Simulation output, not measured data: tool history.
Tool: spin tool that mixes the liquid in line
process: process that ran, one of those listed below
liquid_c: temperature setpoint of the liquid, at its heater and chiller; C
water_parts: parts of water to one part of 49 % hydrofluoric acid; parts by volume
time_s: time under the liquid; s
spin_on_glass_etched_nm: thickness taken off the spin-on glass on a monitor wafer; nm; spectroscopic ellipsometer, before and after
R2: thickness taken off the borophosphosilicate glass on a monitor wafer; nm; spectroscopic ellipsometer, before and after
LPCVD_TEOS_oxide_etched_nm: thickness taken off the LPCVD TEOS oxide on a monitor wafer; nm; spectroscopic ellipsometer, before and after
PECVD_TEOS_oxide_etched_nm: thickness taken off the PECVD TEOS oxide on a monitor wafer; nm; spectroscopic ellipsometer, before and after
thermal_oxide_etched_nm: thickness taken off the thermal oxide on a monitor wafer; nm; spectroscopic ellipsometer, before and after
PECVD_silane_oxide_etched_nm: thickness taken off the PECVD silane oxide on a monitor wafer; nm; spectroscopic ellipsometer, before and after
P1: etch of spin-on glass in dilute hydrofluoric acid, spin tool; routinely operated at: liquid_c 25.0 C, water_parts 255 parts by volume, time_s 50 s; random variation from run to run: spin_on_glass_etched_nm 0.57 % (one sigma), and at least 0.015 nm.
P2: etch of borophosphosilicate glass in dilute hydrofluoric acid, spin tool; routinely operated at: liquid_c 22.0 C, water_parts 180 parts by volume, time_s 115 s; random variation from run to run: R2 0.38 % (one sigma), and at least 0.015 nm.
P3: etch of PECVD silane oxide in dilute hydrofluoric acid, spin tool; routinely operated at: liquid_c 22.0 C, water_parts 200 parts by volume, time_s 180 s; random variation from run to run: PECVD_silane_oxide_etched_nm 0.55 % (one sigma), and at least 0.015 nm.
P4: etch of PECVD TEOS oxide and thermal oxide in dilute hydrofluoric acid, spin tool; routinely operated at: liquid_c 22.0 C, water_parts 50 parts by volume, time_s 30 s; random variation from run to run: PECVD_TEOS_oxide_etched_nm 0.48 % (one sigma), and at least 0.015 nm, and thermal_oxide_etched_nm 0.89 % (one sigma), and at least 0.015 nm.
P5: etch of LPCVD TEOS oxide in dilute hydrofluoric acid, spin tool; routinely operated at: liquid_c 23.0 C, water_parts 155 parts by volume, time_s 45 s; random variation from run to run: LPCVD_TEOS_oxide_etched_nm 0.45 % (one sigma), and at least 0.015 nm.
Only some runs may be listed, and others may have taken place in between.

run 1 hour=5.6 | process=P1 liquid_c=25.0 water_parts=255 time_s=50 | spin_on_glass_etched_nm=5.1396
run 2 hour=11.0 | process=P1 liquid_c=25.0 water_parts=255 time_s=50 | spin_on_glass_etched_nm=5.0967
run 3 hour=16.8 | process=P2 liquid_c=22.0 water_parts=180 time_s=115 | R2=22.490
run 4 hour=21.2 | process=P1 liquid_c=25.0 water_parts=255 time_s=50 | spin_on_glass_etched_nm=5.1204
run 5 hour=26.1 | process=P1 liquid_c=32.5 water_parts=255 time_s=50 | spin_on_glass_etched_nm=6.6495
run 6 hour=31.2 | process=P5 liquid_c=23.0 water_parts=275 time_s=45 | LPCVD_TEOS_oxide_etched_nm=4.5138
run 7 hour=35.0 | process=P4 liquid_c=22.0 water_parts=50 time_s=30 | PECVD_TEOS_oxide_etched_nm=7.7750 thermal_oxide_etched_nm=2.7386
run 8 hour=41.6 | process=P5 liquid_c=23.0 water_parts=155 time_s=45 | LPCVD_TEOS_oxide_etched_nm=9.1216
run 9 hour=47.8 | process=P3 liquid_c=22.0 water_parts=95 time_s=180 | PECVD_silane_oxide_etched_nm=39.517
run 10 hour=52.4 | process=P1 liquid_c=31.0 water_parts=110 time_s=50 | spin_on_glass_etched_nm=17.4530
run 11 hour=55.8 | process=P2 liquid_c=18.0 water_parts=180 time_s=115 | R2=19.198
run 12 hour=61.8 | process=P4 liquid_c=17.0 water_parts=50 time_s=30 | PECVD_TEOS_oxide_etched_nm=6.2818 thermal_oxide_etched_nm=2.2194
run 13 hour=67.6 | process=P3 liquid_c=29.5 water_parts=200 time_s=180 | PECVD_silane_oxide_etched_nm=21.885
run 14 hour=72.7 | process=P2 liquid_c=22.0 water_parts=305 time_s=115 | R2=11.692
run 15 hour=79.2 | process=P1 liquid_c=17.5 water_parts=255 time_s=50 | spin_on_glass_etched_nm=3.8738
run 16 hour=83.2 | process=P2 liquid_c=22.0 water_parts=180 time_s=170 | R2=33.100
run 17 hour=90.7 | process=P1 liquid_c=21.0 water_parts=255 time_s=15 | spin_on_glass_etched_nm=1.3682
run 18 hour=96.3 | process=P1 liquid_c=25.0 water_parts=440 time_s=50 | spin_on_glass_etched_nm=2.4704
-- hour=99.0 thermometer replaced
run 19 hour=103.5 | process=P3 liquid_c=22.0 water_parts=200 time_s=180 | PECVD_silane_oxide_etched_nm=16.677
run 20 hour=107.7 | process=P4 liquid_c=22.0 water_parts=20 time_s=30 | PECVD_TEOS_oxide_etched_nm=20.1750 thermal_oxide_etched_nm=7.1711
run 21 hour=113.9 | process=P5 liquid_c=23.0 water_parts=155 time_s=15 | LPCVD_TEOS_oxide_etched_nm=3.0254
run 22 hour=118.8 | process=P5 liquid_c=29.5 water_parts=155 time_s=45 | LPCVD_TEOS_oxide_etched_nm=11.5560
run 23 hour=125.6 | process=P1 liquid_c=21.0 water_parts=100 time_s=50 | spin_on_glass_etched_nm=13.1260
run 24 hour=130.0 | process=P2 liquid_c=22.0 water_parts=180 time_s=115 | R2=22.386
run 25 hour=136.9 | process=P1 liquid_c=25.0 water_parts=255 time_s=20 | spin_on_glass_etched_nm=2.0465
run 26 hour=142.5 | process=P1 liquid_c=25.0 water_parts=255 time_s=50 | spin_on_glass_etched_nm=5.1001
run 27 hour=148.1 | process=P1 liquid_c=25.0 water_parts=255 time_s=50 | spin_on_glass_etched_nm=5.1251
run 28 hour=153.5 | process=P1 liquid_c=25.0 water_parts=255 time_s=95 | spin_on_glass_etched_nm=9.7159
run 29 hour=157.9 | process=P1 liquid_c=25.0 water_parts=150 time_s=50 | spin_on_glass_etched_nm=9.7866
run 30 hour=163.5 | process=P4 liquid_c=22.0 water_parts=50 time_s=15 | PECVD_TEOS_oxide_etched_nm=3.8485 thermal_oxide_etched_nm=1.3852
run 31 hour=167.5 | process=P3 liquid_c=22.0 water_parts=200 time_s=320 | PECVD_silane_oxide_etched_nm=29.700
run 32 hour=171.7 | process=P1 liquid_c=25.0 water_parts=255 time_s=50 | spin_on_glass_etched_nm=5.1244
run 33 hour=176.8 | process=P1 liquid_c=25.0 water_parts=255 time_s=50 | spin_on_glass_etched_nm=4.9310
run 34 hour=182.1 | process=P1 liquid_c=25.0 water_parts=255 time_s=50 | spin_on_glass_etched_nm=4.8903
run 35 hour=187.6 | process=P1 liquid_c=25.0 water_parts=255 time_s=50 | spin_on_glass_etched_nm=4.8555
run 36 hour=193.2 | process=P1 liquid_c=25.0 water_parts=255 time_s=50 | spin_on_glass_etched_nm=4.7374
run 37 hour=197.2 | process=P1 liquid_c=25.0 water_parts=255 time_s=50 | spin_on_glass_etched_nm=4.7530
run 38 hour=200.6 | process=P1 liquid_c=25.0 water_parts=255 time_s=50 | spin_on_glass_etched_nm=4.7390
run 39 hour=207.3 | process=P1 liquid_c=25.0 water_parts=255 time_s=50 | spin_on_glass_etched_nm=4.7644

What P1 gives has crept away from where it was. These 2 causes fit the log equally well, each at the size given:
A: liquid colder than its thermometer reads (K) = 2.05
B: hydrofluoric acid flow below the setpoint (%) = 5.58
The onset of the drift is placed at about hour 171.7.

Which of the 4 check runs listed below, each an average over 2 wafers with its results shown as question marks, gives clearly different results under the different listed causes?
run check 1 hour=214.0 | process=P4 liquid_c=17.0 water_parts=25 time_s=30 | PECVD_TEOS_oxide_etched_nm=? thermal_oxide_etched_nm=?
run check 2 hour=214.0 | process=P5 liquid_c=23.0 water_parts=240 time_s=45 | LPCVD_TEOS_oxide_etched_nm=?
run check 3 hour=214.0 | process=P2 liquid_c=22.0 water_parts=290 time_s=115 | R2=?
run check 4 hour=214.0 | process=P3 liquid_c=26.0 water_parts=200 time_s=180 | PECVD_silane_oxide_etched_nm=?

What each check would give under each cause:
check=check_1 result=PECVD_TEOS_oxide_etched_nm if_A=11.7740 if_B=12.1600
check=check_1 result=thermal_oxide_etched_nm if_A=4.1769 if_B=4.3136
check=check_2 result=LPCVD_TEOS_oxide_etched_nm if_A=4.9769 if_B=4.9969
check=check_3 result=R2 if_A=11.600 if_B=11.611
check=check_4 result=PECVD_silane_oxide_etched_nm if_A=18.039 if_B=18.117
Smallest distance between any two causes, each pair judged by its most separating result, in per cent: check 1 3.22 %; check 2 0.4 %; check 3 0.09 %; check 4 0.43 %
Check 1 distinguishes between the causes, while the remaining checks would return nearly the same result for all of them.

Check 1 has now been run. It gave: PECVD_TEOS_oxide_etched_nm 11.8000 nm; thermal_oxide_etched_nm 4.2163 nm. Which of the candidate causes is it?

The cause is A: liquid colder than its thermometer reads (K).
